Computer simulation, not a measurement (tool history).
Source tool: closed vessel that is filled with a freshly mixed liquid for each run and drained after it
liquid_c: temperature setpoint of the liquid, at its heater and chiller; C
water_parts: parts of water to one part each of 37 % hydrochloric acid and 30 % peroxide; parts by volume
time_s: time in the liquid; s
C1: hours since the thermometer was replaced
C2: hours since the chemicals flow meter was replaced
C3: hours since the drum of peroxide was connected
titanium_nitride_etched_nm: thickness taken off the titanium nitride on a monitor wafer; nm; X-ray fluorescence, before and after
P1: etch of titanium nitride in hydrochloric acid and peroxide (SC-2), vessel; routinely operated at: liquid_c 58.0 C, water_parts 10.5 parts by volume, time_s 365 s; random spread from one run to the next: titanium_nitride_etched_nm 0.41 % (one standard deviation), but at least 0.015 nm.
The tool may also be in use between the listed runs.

{"run": 1, "hour": 6.2, "liquid_c": 58.0, "water_parts": 10.5, "time_s": 365, "C1": 218.2, "C2": 363.3, "C3": 262.8, "titanium_nitride_etched_nm": 10.168}
{"run": 2, "hour": 10.4, "liquid_c": 72.0, "water_parts": 10.5, "time_s": 365, "C1": 222.4, "C2": 367.5, "C3": 267.0, "titanium_nitride_etched_nm": 23.673}
{"run": 3, "hour": 16.6, "liquid_c": 58.0, "water_parts": 10.5, "time_s": 365, "C1": 228.6, "C2": 373.7, "C3": 273.2, "titanium_nitride_etched_nm": 10.129}
{"run": 4, "hour": 23.4, "liquid_c": 69.5, "water_parts": 10.5, "time_s": 550, "C1": 235.4, "C2": 380.5, "C3": 280.0, "titanium_nitride_etched_nm": 30.86}
{"run": 5, "hour": 31.0, "liquid_c": 58.0, "water_parts": 10.5, "time_s": 365, "C1": 243.0, "C2": 388.1, "C3": 287.6, "titanium_nitride_etched_nm": 10.098}
{"run": 6, "hour": 38.4, "liquid_c": 58.0, "water_parts": 14.5, "time_s": 365, "C1": 250.4, "C2": 395.5, "C3": 295.0, "titanium_nitride_etched_nm": 7.6008}
{"run": 7, "hour": 44.1, "liquid_c": 51.5, "water_parts": 5.0, "time_s": 365, "C1": 256.1, "C2": 401.2, "C3": 300.7, "titanium_nitride_etched_nm": 11.753}
{"run": 8, "hour": 51.6, "liquid_c": 58.0, "water_parts": 10.5, "time_s": 540, "C1": 263.6, "C2": 408.7, "C3": 308.2, "titanium_nitride_etched_nm": 14.954}
{"run": 9, "hour": 56.2, "liquid_c": 58.0, "water_parts": 10.5, "time_s": 30, "C1": 268.2, "C2": 413.3, "C3": 312.8, "titanium_nitride_etched_nm": 0.84337}
{"hour": 59.4, "done": "chemicals flow meter replaced"}
{"run": 10, "hour": 60.5, "liquid_c": 58.0, "water_parts": 10.5, "time_s": 365, "C1": 272.5, "C2": 1.1, "C3": 317.1, "titanium_nitride_etched_nm": 10.049}
{"run": 11, "hour": 66.6, "liquid_c": 58.0, "water_parts": 10.5, "time_s": 365, "C1": 278.6, "C2": 7.2, "C3": 323.2, "titanium_nitride_etched_nm": 10.129}
{"run": 12, "hour": 72.7, "liquid_c": 43.0, "water_parts": 10.5, "time_s": 365, "C1": 284.7, "C2": 13.3, "C3": 329.3, "titanium_nitride_etched_nm": 3.7205}
{"run": 13, "hour": 77.1, "liquid_c": 58.0, "water_parts": 4.0, "time_s": 365, "C1": 289.1, "C2": 17.7, "C3": 333.7, "titanium_nitride_etched_nm": 21.102}

What does the tool deliver on the next run?
{"run": 14, "hour": 83.1, "liquid_c": 45.5, "water_parts": 4.0, "time_s": 365, "C1": 295.1, "C2": 23.7, "C3": 339.7, "titanium_nitride_etched_nm": "?"}

titanium_nitride_etched_nm: 9.18360 nm

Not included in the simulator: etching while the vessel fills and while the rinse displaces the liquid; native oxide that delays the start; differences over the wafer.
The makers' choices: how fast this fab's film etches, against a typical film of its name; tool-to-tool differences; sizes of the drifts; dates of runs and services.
